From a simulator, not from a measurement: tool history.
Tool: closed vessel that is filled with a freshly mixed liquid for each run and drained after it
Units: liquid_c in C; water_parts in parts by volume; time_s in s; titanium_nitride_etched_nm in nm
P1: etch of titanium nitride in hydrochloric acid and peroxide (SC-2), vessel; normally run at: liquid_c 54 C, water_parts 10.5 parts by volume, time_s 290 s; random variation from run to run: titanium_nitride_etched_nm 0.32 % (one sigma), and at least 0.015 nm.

run,hour,liquid_c,water_parts,time_s,hours since the thermometer was replaced,hours since the chemicals flow meter was replaced,hours since the drum of peroxide was connected,titanium_nitride_etched_nm
1,12.7,54,10.5,290,1280.9,1537.2,320.5,11.067
2,23.8,62,10.5,290,1292,1548.3,331.6,18.444
3,31.4,37.5,10.5,290,1299.6,1555.9,339.2,3.5534
4,41.2,45,10.5,405,1309.4,1565.7,349,8.463
# hour 46.1: new drum of peroxide connected
5,51.4,54,10.5,545,1319.6,1575.9,5.4,20.762
6,62.7,54,10.5,290,1330.9,1587.2,16.7,11.116
7,75.4,54,10.5,290,1343.6,1599.9,29.4,11.066
8,90.1,54,4,290,1358.3,1614.6,44.1,23.023
9,100.4,54,10.5,30,1368.6,1624.9,54.4,1.1452
10,114.7,54,10.5,290,1382.9,1639.2,68.7,11.083
11,128.8,54,10.5,290,1397,1653.3,82.8,11.127
12,137.8,41,14.5,290,1406,1662.3,91.8,3.4788
13,145.1,54,18.5,290,1413.3,1669.6,99.1,6.7749
14,159.4,54,10.5,290,1427.6,1683.9,113.4,11.083
15,170.9,54,10.5,290,1439.1,1695.4,124.9,11.519
16,178.9,54,10.5,290,1447.1,1703.4,132.9,11.641
17,192.3,54,10.5,290,1460.5,1716.8,146.3,11.784

Run 18 comes next. What will it give?
18,202.4,54,10.5,290,1470.6,1726.9,156.4,?

{"run 18": {"titanium_nitride_etched_nm": 11.849}}

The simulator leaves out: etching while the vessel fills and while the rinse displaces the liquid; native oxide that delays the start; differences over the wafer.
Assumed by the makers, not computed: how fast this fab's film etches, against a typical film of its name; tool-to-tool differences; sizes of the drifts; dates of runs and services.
